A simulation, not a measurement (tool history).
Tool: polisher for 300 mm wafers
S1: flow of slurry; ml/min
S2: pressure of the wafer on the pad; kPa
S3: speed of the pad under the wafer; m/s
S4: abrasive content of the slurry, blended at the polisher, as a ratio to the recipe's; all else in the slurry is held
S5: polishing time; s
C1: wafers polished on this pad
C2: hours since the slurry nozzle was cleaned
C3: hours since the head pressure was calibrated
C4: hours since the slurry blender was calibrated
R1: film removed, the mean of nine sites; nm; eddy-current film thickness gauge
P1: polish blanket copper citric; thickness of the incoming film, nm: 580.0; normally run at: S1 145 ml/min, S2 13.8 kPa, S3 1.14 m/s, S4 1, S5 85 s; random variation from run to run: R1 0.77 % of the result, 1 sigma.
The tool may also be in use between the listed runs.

run	hour	S1	S2	S3	S4	S5	C1	C2	C3	C4	R1
1	3.3	145	13.8	1.14	1	85	308	385.3	79.4	30.9	170.72
2	8.8	145	20.7	1.14	1	85	365	390.8	84.9	36.4	256.56
3	15.5	145	13.8	1.7	1	85	434	397.5	91.6	43.1	254.75
4	21.9	205	13.8	1.14	1	85	501	403.9	98	49.5	180.4
5	29.4	145	13.8	1.14	1	85	578	411.4	105.5	57	172.4
6	34.4	145	13.8	1.14	1	85	630	416.4	110.5	62	171.97
7	40.5	200	13.8	1.14	0.65	85	693	422.5	116.6	68.1	166.07
8	45.5	145	13.8	1.14	1	130	744	427.5	121.6	73.1	263.02
9	51.8	85	13.8	1.14	1	85	809	433.8	127.9	79.4	152.9
10	59.4	145	13.8	1.14	1	47	888	441.4	135.5	87	94.468
11	64.5	145	17.2	0.84	1	85	941	446.5	140.6	92.1	158.73
12	68.3	145	13.8	1.14	0.55	85	980	450.3	144.4	95.9	152.18
13	75	145	13.8	1.14	1.35	85	1049	457	151.1	102.6	184.35
14	82.3	145	9	1.14	0.75	85	1125	464.3	158.4	109.9	108.02

The next listed run, before its measurement:
15	86	145	6.2	1.14	1	85	1163	468	162.1	113.6	?

{"run 15": {"R1": 79.67}}
